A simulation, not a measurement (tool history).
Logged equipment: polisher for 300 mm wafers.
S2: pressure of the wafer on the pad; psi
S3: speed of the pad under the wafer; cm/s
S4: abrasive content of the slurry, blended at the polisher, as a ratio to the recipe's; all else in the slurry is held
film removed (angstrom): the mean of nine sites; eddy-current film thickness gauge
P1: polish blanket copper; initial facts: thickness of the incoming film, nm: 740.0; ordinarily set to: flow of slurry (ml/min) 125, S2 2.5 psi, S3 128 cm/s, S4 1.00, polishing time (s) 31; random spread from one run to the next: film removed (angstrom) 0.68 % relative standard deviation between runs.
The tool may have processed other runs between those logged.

Run 1, hour 7.0: flow of slurry (ml/min) 125, S2 2.5 psi, S3 128 cm/s, S4 1.00, polishing time (s) 31. Result: film removed (angstrom) 909.91.
Run 2, hour 20.2: flow of slurry (ml/min) 125, S2 2.5 psi, S3 128 cm/s, S4 1.00, polishing time (s) 17. Result: film removed (angstrom) 491.60.
Run 3, hour 32.8: flow of slurry (ml/min) 125, S2 2.5 psi, S3 128 cm/s, S4 1.00, polishing time (s) 31. Result: film removed (angstrom) 915.08.
Run 4, hour 41.5: flow of slurry (ml/min) 125, S2 2.5 psi, S3 74 cm/s, S4 1.00, polishing time (s) 31. Result: film removed (angstrom) 528.36.
Run 5, hour 48.3: flow of slurry (ml/min) 75, S2 2.5 psi, S3 128 cm/s, S4 1.00, polishing time (s) 31. Result: film removed (angstrom) 798.45.
Run 6, hour 61.5: flow of slurry (ml/min) 125, S2 3.5 psi, S3 128 cm/s, S4 1.00, polishing time (s) 31. Result: film removed (angstrom) 1254.70.
Run 7, hour 70.2: flow of slurry (ml/min) 125, S2 2.5 psi, S3 128 cm/s, S4 1.00, polishing time (s) 31. Result: film removed (angstrom) 907.90.
Run 8, hour 77.7: flow of slurry (ml/min) 125, S2 2.5 psi, S3 128 cm/s, S4 0.75, polishing time (s) 31. Result: film removed (angstrom) 859.04.
Run 9, hour 91.3: flow of slurry (ml/min) 125, S2 2.5 psi, S3 128 cm/s, S4 1.45, polishing time (s) 31. Result: film removed (angstrom) 983.42.
Run 10, hour 98.2: flow of slurry (ml/min) 125, S2 2.5 psi, S3 192 cm/s, S4 1.00, polishing time (s) 31. Result: film removed (angstrom) 1368.00.
Run 11, hour 108.3: flow of slurry (ml/min) 125, S2 2.5 psi, S3 128 cm/s, S4 1.00, polishing time (s) 31. Result: film removed (angstrom) 897.83.
Run 12, hour 116.2: flow of slurry (ml/min) 125, S2 2.5 psi, S3 128 cm/s, S4 1.00, polishing time (s) 31. Result: film removed (angstrom) 905.76.
Run 13, hour 122.7: flow of slurry (ml/min) 125, S2 2.5 psi, S3 128 cm/s, S4 1.00, polishing time (s) 31. Result: film removed (angstrom) 909.77.
Run 14, hour 133.1: flow of slurry (ml/min) 125, S2 2.5 psi, S3 128 cm/s, S4 1.00, polishing time (s) 41. Result: film removed (angstrom) 1204.90.

Forecast run 15:
Run 15, hour 146.0: flow of slurry (ml/min) 175, S2 2.5 psi, S3 128 cm/s, S4 1.00, polishing time (s) 31. Result: film removed (angstrom) ?.

film removed (angstrom): 970.53

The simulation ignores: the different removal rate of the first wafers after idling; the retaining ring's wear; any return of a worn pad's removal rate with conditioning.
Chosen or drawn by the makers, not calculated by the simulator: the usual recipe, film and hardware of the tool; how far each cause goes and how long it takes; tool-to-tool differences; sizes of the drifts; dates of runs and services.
